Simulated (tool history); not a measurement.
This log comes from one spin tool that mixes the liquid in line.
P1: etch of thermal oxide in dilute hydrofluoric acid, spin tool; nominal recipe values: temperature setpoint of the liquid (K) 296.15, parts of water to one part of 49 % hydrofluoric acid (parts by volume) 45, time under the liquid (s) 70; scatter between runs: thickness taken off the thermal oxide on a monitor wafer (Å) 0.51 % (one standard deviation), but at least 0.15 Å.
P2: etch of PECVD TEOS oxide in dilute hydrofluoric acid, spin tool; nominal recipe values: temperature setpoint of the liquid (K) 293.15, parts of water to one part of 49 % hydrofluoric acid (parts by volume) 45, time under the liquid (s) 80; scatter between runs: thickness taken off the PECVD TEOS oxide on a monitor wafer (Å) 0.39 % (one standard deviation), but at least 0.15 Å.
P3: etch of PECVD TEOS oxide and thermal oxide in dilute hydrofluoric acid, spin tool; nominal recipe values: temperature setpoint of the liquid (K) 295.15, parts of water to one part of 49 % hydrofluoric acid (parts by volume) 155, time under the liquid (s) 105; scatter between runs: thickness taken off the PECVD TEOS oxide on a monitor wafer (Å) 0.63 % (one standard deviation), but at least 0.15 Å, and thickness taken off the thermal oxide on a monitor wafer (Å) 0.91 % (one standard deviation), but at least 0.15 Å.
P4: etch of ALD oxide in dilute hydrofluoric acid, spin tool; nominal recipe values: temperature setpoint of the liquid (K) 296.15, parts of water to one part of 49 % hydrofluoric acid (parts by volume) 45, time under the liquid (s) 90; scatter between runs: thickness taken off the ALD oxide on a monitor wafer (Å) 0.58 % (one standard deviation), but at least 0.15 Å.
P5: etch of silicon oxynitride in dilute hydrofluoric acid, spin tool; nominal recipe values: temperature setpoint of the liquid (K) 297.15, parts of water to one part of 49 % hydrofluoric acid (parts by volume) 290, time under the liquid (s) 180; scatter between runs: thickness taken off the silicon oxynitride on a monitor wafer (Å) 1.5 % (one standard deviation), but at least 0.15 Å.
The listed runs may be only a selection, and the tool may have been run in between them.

run,hour,process that ran,temperature setpoint of the liquid (K),parts of water to one part of 49 % hydrofluoric acid (parts by volume),time under the liquid (s),thickness taken off the thermal oxide on a monitor wafer (Å),thickness taken off the PECVD TEOS oxide on a monitor wafer (Å),thickness taken off the ALD oxide on a monitor wafer (Å),thickness taken off the silicon oxynitride on a monitor wafer (Å)
1,10.6,P1,296.15,45,70,72.3740,,,
2,23.3,P2,293.15,45,135,,267.450,,
3,31.5,P4,296.15,45,20,,,127.76,
4,37.8,P5,297.15,290,355,,,,31.286
5,46.3,P2,297.65,45,80,,190.150,,
6,55.9,P1,296.15,45,70,71.6590,,,
7,67.4,P3,295.15,155,35,9.2759,16.973,,
8,78.0,P4,304.65,45,90,,,804.19,
9,91.5,P1,296.15,20,70,166.4200,,,
10,104.3,P4,296.15,45,90,,,569.51,
11,114.5,P5,297.15,290,180,,,,15.867
12,124.7,P1,296.15,60,70,52.5660,,,
13,136.8,P1,296.15,45,70,71.5310,,,
14,143.4,P4,296.15,75,90,,,328.15,
15,156.5,P3,299.15,155,105,31.6570,59.041,,
16,167.3,P1,296.15,45,120,123.3100,,,
17,175.9,P1,296.15,45,20,20.5380,,,
18,184.0,P3,295.15,285,105,13.0430,24.167,,
19,193.8,P1,300.15,45,105,126.4500,,,
20,202.7,P1,290.15,45,70,55.3230,,,
21,215.4,P1,296.15,45,70,71.2730,,,
22,227.3,P4,296.15,45,90,,,570.19,
23,237.5,P5,302.65,290,180,,,,19.631
24,247.5,P3,295.15,155,105,27.5220,50.606,,
25,255.6,P3,295.15,155,105,27.7440,50.923,,
26,263.4,P2,293.15,65,80,,107.060,,
27,275.6,P2,293.15,45,80,,157.790,,
28,285.8,P1,296.15,45,70,71.3930,,,
29,298.3,P5,297.15,70,180,,,,78.814
30,310.3,P1,302.65,45,70,94.3640,,,
31,319.9,P1,296.15,45,70,71.7040,,,
32,326.6,P1,296.15,45,70,74.1940,,,
33,337.3,P1,296.15,45,70,76.5760,,,
34,346.1,P1,296.15,45,70,77.3950,,,
35,356.0,P1,296.15,45,70,78.1960,,,
36,363.2,P1,296.15,45,70,78.1750,,,
37,376.6,P1,296.15,45,70,79.1470,,,
38,386.4,P1,296.15,45,70,78.9350,,,
39,395.6,P1,296.15,45,70,79.3550,,,
40,405.4,P1,296.15,45,70,78.9780,,,

The log shows P1 creeping away from where it was. Any of the 2 causes listed here, at the size stated for it, fits the log just as well as the others:
A: liquid hotter than its thermometer reads (K) = 2.45
B: hydrofluoric acid flow above the setpoint (%) = 10
Creep in the process output first set in at about hour 319.9.

Which of the 4 check runs listed below, each an average over 5 wafers with its results shown as question marks, gives clearly different results under the different listed causes?
check 1,415.2,P2,296.65,65,80,,?,,
check 2,415.2,P3,295.15,270,105,?,?,,
check 3,415.2,P4,302.65,45,90,,,?,
check 4,415.2,P5,302.15,75,180,,,,?

What every check run would give for each of its results, assuming each possible cause in turn:
check,result,if A,if B
check 1,thickness taken off the PECVD TEOS oxide on a monitor wafer (Å),136.020,136.550
check 2,thickness taken off the thermal oxide on a monitor wafer (Å),15.4740,15.9710
check 2,thickness taken off the PECVD TEOS oxide on a monitor wafer (Å),28.317,29.228
check 3,thickness taken off the ALD oxide on a monitor wafer (Å),816.23,820.74
check 4,thickness taken off the silicon oxynitride on a monitor wafer (Å),101.470,100.520
Per-check spread between the two closest causes, in the result where they differ most: check 1 0.39 %; check 2 3.17 %; check 3 0.55 %; check 4 0.95 %
Check 2 distinguishes between the causes, while the remaining checks would return nearly the same result for all of them.

With check 2 done, the readings were: thickness taken off the thermal oxide on a monitor wafer (Å) 15.5860; thickness taken off the PECVD TEOS oxide on a monitor wafer (Å) 28.447. Identify which of the listed causes applies.

Of the candidate causes, it is A: liquid hotter than its thermometer reads (K).
